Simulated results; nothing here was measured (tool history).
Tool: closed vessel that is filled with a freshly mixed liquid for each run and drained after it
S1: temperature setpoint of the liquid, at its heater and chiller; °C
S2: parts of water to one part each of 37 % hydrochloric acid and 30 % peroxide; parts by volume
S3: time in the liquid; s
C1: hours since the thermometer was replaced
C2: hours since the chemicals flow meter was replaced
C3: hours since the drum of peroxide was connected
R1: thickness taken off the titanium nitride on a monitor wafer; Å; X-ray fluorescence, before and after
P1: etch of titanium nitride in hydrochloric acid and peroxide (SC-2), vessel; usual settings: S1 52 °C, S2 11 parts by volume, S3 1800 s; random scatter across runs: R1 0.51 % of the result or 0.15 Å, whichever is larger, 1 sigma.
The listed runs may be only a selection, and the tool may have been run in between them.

Run 1, day 0.375: S1 52 °C, S2 11 parts by volume, S3 1800 s; C1 920.1; C2 997.7; C3 534.9. Result: R1 498.92 Å.
Run 2, day 0.642: S1 66 °C, S2 11 parts by volume, S3 1800 s; C1 926.5; C2 1004.1; C3 541.3. Result: R1 1211.5 Å.
Run 3, day 0.838: S1 36.5 °C, S2 11 parts by volume, S3 2520 s; C1 931.2; C2 1008.8; C3 546. Result: R1 237.13 Å.
Run 4, day 1.088: S1 52 °C, S2 11 parts by volume, S3 1800 s; C1 937.2; C2 1014.8; C3 552. Result: R1 497.81 Å.
At day 1.246: new drum of peroxide connected.
Run 5, day 1.442: S1 36 °C, S2 11 parts by volume, S3 1800 s; C1 945.7; C2 1023.3; C3 4.8. Result: R1 166.13 Å.
Run 6, day 1.825: S1 52 °C, S2 11 parts by volume, S3 50 s; C1 954.9; C2 1032.5; C3 14. Result: R1 13.794 Å.
Run 7, day 2.208: S1 52 °C, S2 11 parts by volume, S3 1800 s; C1 964.1; C2 1041.7; C3 23.2. Result: R1 493.78 Å.
Run 8, day 2.55: S1 52 °C, S2 20 parts by volume, S3 1800 s; C1 972.3; C2 1049.9; C3 31.4. Result: R1 293.23 Å.
Run 9, day 2.85: S1 52 °C, S2 4 parts by volume, S3 1800 s; C1 979.5; C2 1057.1; C3 38.6. Result: R1 1074.3 Å.
Run 10, day 3.092: S1 52 °C, S2 11 parts by volume, S3 1800 s; C1 985.3; C2 1062.9; C3 44.4. Result: R1 494.68 Å.
Run 11, day 3.362: S1 52 °C, S2 11 parts by volume, S3 3495 s; C1 991.8; C2 1069.4; C3 50.9. Result: R1 964.01 Å.
Run 12, day 3.742: S1 52 °C, S2 11 parts by volume, S3 1800 s; C1 1000.9; C2 1078.5; C3 60. Result: R1 492.28 Å.

Run 13 has not been measured yet. What should we expect?
Run 13, day 4.004: S1 52 °C, S2 11 parts by volume, S3 1800 s; C1 1007.2; C2 1084.8; C3 66.3. Result: R1 ?.

R1: 500.31 Å
